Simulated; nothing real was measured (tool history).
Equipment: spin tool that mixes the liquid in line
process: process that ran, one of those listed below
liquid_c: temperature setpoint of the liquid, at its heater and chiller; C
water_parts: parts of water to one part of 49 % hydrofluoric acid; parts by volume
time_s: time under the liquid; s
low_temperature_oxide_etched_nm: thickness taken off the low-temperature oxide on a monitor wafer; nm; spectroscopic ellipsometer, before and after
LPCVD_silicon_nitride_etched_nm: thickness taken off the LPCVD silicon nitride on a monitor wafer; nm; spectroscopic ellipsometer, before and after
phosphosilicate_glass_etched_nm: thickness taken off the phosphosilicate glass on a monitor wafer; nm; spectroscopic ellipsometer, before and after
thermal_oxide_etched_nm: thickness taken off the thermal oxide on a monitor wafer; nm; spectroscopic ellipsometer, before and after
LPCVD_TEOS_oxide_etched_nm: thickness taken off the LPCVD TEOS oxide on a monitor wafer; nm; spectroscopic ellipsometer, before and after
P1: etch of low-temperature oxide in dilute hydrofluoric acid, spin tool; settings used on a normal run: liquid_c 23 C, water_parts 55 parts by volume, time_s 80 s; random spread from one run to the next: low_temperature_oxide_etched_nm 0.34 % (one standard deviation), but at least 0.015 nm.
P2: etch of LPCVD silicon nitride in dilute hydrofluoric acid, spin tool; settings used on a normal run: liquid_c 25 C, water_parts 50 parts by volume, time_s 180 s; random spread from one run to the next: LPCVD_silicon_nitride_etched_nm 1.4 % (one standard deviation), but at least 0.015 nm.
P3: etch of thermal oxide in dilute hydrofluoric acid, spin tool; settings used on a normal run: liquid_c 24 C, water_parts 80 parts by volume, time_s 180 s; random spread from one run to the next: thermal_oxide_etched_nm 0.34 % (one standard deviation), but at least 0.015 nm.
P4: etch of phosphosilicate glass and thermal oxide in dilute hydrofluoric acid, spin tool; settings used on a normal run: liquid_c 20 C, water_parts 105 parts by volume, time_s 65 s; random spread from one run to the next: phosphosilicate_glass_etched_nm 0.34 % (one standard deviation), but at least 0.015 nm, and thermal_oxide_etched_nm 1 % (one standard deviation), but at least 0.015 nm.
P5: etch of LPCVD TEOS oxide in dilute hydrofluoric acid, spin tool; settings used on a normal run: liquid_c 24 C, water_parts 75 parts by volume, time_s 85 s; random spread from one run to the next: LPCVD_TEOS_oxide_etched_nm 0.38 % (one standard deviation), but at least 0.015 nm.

run	day	process	liquid_c	water_parts	time_s	low_temperature_oxide_etched_nm	LPCVD_silicon_nitride_etched_nm	phosphosilicate_glass_etched_nm	thermal_oxide_etched_nm	LPCVD_TEOS_oxide_etched_nm
1	0.192	P1	23	55	80	26.201				
2	0.429	P2	25	20	180		4.6501			
3	0.629	P1	23	55	80	26.425				
4	1.021	P1	23	55	125	41.059				
5	1.412	P1	23	20	80	75.854				
6	1.812	P1	23	55	80	26.425				
7	2.175	P4	20	105	65			40.107	2.5319	
8	2.358	P5	27.5	75	85					22.012
9	2.579	P5	24	75	50					11.202
10	2.775	P5	24	75	85					19.065
11	3.075	P2	21	50	180		1.4707			
12	3.262	P2	25	50	180		1.919			
13	3.529	P1	27.5	55	80	31.555				
14	3.871	P3	24	80	180				10.848	
15	4.15	P1	23	90	80	15.369				
16	4.433	P3	24	80	180				10.843	
17	4.825	P4	20	105	65			40.109	2.543	
18	5.146	P4	20	105	15			9.2512	0.60093	
19	5.421	P1	23	55	80	26.331				
20	5.621	P1	23	55	15	4.9414				
21	5.954	P5	24	75	85					19.035
22	6.212	P3	17.5	80	180				8.3084	
23	6.571	P1	17	55	80	20.399				
24	6.871	P4	20	150	65			26.77	1.7101	
25	7.138	P3	24	125	180				6.5976	
26	7.388	P1	23	35	15	7.9678				
27	7.579	P3	24	80	100				5.9901	
28	7.925	P4	17	105	65			35.609	2.2566	
29	8.171	P5	24	20	85					76.414
30	8.388	P2	25	50	40		0.42223			
31	8.696	P1	23	55	80	26.328				
32	8.933	P1	23	55	80	27.237				
33	9.117	P1	23	55	80	27.413				
34	9.471	P1	23	55	80	28.009				
35	9.833	P1	23	55	80	28.347				
36	10.038	P1	23	55	80	28.545				
37	10.433	P1	23	55	80	28.494				
38	10.638	P1	23	55	80	28.594				
39	10.817	P1	23	55	80	28.541				

What P1 gives has crept off from where it sat before. The 2 causes that follow fit the log equally well, each at the size noted:
A: hydrofluoric acid flow above the setpoint (%) = 7.81
B: liquid hotter than its thermometer reads (K) = 1.96
Creep in the process output first set in at about day 8.696.

Which of the check runs below tells the causes apart, meaning the causes would give it clearly different results? Each run uses 3 wafers whose results are averaged, and each result is shown as a question mark.
check 1	10.996	P2	25	20	180		?			
check 2	10.996	P5	24	20	85					?
check 3	10.996	P3	19.5	80	180				?	
check 4	10.996	P4	17	105	15			?	?	

How each check would come out, cause by cause:
check	result	if A	if B
check 1	LPCVD_silicon_nitride_etched_nm	4.9558	5.267
check 2	LPCVD_TEOS_oxide_etched_nm	82.972	83.382
check 3	thermal_oxide_etched_nm	9.798	9.7915
check 4	phosphosilicate_glass_etched_nm	8.8813	8.8688
check 4	thermal_oxide_etched_nm	0.55862	0.55783
Separation of the two closest causes in each check, using whichever result separates them best: check 1 6.09 %; check 2 0.49 %; check 3 0.07 %; check 4 0.14 %
Only check 1 tells the causes apart: in the others they would give nearly the same result.

Check 1 has now been run. It gave: LPCVD_silicon_nitride_etched_nm 4.9697 nm. Which of the candidate causes is it?

It was cause A: hydrofluoric acid flow above the setpoint (%).
